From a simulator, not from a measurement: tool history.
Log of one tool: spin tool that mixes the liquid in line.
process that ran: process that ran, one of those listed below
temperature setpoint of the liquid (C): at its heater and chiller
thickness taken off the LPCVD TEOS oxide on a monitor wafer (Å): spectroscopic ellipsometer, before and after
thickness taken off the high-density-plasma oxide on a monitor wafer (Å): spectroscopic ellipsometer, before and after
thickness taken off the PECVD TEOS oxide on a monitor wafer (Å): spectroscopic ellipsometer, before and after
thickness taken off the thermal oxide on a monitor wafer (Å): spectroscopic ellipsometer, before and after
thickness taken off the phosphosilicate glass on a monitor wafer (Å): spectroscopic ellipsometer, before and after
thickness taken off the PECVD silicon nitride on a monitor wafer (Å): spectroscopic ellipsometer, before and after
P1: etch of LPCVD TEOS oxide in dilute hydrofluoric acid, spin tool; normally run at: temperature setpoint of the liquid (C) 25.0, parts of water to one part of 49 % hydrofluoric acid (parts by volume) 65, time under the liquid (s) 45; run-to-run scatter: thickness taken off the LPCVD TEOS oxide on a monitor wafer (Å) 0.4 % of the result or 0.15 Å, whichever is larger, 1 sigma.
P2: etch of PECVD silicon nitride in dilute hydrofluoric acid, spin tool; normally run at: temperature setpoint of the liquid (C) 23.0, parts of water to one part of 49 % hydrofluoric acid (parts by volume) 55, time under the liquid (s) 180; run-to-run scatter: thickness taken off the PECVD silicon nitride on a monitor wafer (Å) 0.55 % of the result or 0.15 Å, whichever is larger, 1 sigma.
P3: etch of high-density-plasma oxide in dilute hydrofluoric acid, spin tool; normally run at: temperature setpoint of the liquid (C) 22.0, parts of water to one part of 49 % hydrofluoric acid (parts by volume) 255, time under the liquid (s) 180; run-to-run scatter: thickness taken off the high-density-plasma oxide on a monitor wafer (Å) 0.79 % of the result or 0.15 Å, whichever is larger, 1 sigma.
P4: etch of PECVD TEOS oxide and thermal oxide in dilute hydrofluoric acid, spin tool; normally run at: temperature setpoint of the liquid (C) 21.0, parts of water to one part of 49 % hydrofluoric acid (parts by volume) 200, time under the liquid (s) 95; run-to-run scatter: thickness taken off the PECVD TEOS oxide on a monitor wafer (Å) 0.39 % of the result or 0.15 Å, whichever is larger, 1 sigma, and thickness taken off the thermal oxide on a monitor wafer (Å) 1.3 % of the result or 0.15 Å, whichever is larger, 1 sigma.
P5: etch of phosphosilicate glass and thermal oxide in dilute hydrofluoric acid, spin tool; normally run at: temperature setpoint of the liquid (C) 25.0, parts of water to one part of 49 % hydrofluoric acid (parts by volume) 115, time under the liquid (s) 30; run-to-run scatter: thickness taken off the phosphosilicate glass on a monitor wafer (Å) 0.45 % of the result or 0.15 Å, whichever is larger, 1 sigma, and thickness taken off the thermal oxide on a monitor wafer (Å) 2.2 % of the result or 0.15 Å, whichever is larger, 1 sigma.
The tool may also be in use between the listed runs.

run	hour	process that ran	temperature setpoint of the liquid (C)	parts of water to one part of 49 % hydrofluoric acid (parts by volume)	time under the liquid (s)	hours since the thermometer was replaced	hours since the hydrofluoric acid flow meter was replaced	thickness taken off the LPCVD TEOS oxide on a monitor wafer (Å)	thickness taken off the high-density-plasma oxide on a monitor wafer (Å)	thickness taken off the PECVD TEOS oxide on a monitor wafer (Å)	thickness taken off the thermal oxide on a monitor wafer (Å)	thickness taken off the phosphosilicate glass on a monitor wafer (Å)	thickness taken off the PECVD silicon nitride on a monitor wafer (Å)
1	7.2	P1	25.0	65	45	197.3	260.2	155.920					
2	20.7	P1	25.0	65	15	210.8	273.7	52.081					
3	30.5	P3	22.0	255	180	220.6	283.5		31.127				
4	45.4	P1	25.0	65	45	235.5	298.4	156.660					
5	60.2	P4	28.5	200	95	250.3	313.2			75.799	24.6130		
6	74.8	P5	17.0	115	30	264.9	327.8				9.6766	221.23	
7	88.1	P1	25.0	65	45	278.2	341.1	156.030					
8	97.5	P5	25.0	210	30	287.6	350.5				6.5683	149.71	
9	107.9	P4	21.0	200	95	298.0	360.9			57.363	18.5830		
10	118.6	P1	30.5	65	60	308.7	371.6	258.630					
11	131.0	P1	25.0	90	45	321.1	384.0	108.560					
12	146.1	P3	22.0	255	60	336.2	399.1		10.244				
13	162.0	P1	25.0	35	45	352.1	415.0	300.930					
14	177.1	P3	22.0	255	180	367.2	430.1		30.228				
15	193.5	P5	25.0	115	30	383.6	446.5				12.9630	304.29	
16	208.1	P3	27.0	255	180	398.2	461.1		35.693				
17	220.1	P3	22.0	35	180	410.2	473.1		280.860				
18	229.4	P1	20.5	105	45	419.5	482.4	76.464					
19	241.6	P1	19.0	65	45	431.7	494.6	121.620					
20	255.1	P4	21.0	200	180	445.2	508.1			108.960	33.9190		
21	269.9	P5	25.0	115	15	460.0	522.9				6.8577	151.54	
22	277.6	P2	17.0	55	180	467.7	530.6						75.436
23	285.6	P2	23.0	55	180	475.7	538.6						114.270
24	299.0	P2	23.0	55	315	489.1	552.0						200.200
25	309.6	P2	23.0	20	180	499.7	562.6						305.180

The next listed run, before its measurement:
26	318.1	P1	29.5	65	45	508.2	571.1	?					

thickness taken off the LPCVD TEOS oxide on a monitor wafer (Å): 186.720

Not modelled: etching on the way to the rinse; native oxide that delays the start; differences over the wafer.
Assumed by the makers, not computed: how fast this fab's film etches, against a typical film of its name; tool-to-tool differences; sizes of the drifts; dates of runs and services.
